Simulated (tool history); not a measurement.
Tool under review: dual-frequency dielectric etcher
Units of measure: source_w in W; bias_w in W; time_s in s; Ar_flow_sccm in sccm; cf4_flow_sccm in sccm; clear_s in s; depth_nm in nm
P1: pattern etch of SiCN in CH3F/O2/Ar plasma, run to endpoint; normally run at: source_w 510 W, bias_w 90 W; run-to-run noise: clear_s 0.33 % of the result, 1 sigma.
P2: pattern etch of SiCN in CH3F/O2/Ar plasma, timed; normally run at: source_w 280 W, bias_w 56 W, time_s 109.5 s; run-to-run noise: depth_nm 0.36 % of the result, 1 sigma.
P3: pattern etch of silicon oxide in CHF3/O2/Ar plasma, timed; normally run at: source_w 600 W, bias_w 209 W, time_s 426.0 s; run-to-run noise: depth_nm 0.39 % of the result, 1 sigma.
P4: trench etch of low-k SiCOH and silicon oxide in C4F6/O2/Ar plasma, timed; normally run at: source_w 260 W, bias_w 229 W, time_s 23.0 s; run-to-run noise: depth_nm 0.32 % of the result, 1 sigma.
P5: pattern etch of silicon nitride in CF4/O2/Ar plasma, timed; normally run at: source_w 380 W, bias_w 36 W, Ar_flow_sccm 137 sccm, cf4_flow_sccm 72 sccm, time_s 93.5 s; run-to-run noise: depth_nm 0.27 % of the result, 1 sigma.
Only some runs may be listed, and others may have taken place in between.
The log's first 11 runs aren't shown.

run	hour	process	source_w	bias_w	time_s	Ar_flow_sccm	cf4_flow_sccm	hours since the last wet clean	hours since the last source power generator calibration	hours since the last bias power generator calibration	clear_s	depth_nm
12	90.5	P5	380	36	93.5	137	72	195.1	567.0	1492.1		108.200
13	96.8	P1	510	120				201.4	573.3	1498.4	20.965	
14	103.6	P5	380	36	58.0	137	72	208.2	580.1	1505.2		67.068
15	109.3	P4	260	229	29.5			213.9	585.8	1510.9		80.706
16	116.5	P5	240	36	93.5	137	72	221.1	593.0	1518.1		72.626
17	123.0	P1	320	90				227.6	599.5	1524.6	27.612	
18	132.4	P5	380	36	93.5	104	72	237.0	608.9	1534.0		112.530
19	138.6	P1	690	66				243.2	615.1	1540.2	23.308	
20	146.4	P1	510	71				251.0	622.9	1548.0	25.346	
21	153.4	P3	600	209	426.0			258.0	629.9	1555.0		884.690
22	159.2	P5	380	49	93.5	137	72	263.8	635.7	1560.8		121.880
23	167.8	P3	600	209	329.0			272.4	644.3	1569.4		686.620
24	172.7	P3	770	209	426.0			277.3	649.2	1574.3		972.920
25	180.3	P1	610	90				284.9	656.8	1581.9	21.826	
26	189.4	P4	320	229	23.0			294.0	665.9	1591.0		67.890
27	194.2	P2	280	43	109.5			298.8	670.7	1595.8		30.461
28	203.9	P2	280	56	109.5			308.5	680.4	1605.5		32.986
29	213.0	P5	380	36	93.5	137	72	317.6	689.5	1614.6		107.910
30	220.9	P2	280	56	109.5			325.5	697.4	1622.5		33.257
31	230.7	P3	600	279	426.0			335.3	707.2	1632.3		973.710
32	239.8	P1	510	90				344.4	716.3	1641.4	23.423	
33	249.2	P1	510	90				353.8	725.7	1650.8	22.995	
34	259.0	P1	510	90				363.6	735.5	1660.6	22.995	
# hour 262.0: wet clean of the chamber
35	268.6	P1	510	90				6.6	745.1	1670.2	22.873	

Estimate the outcome of run 36 from the log above:
36	276.2	P1	510	90				14.2	752.7	1677.8	?	

{"run 36": {"clear_s": 23.091}}
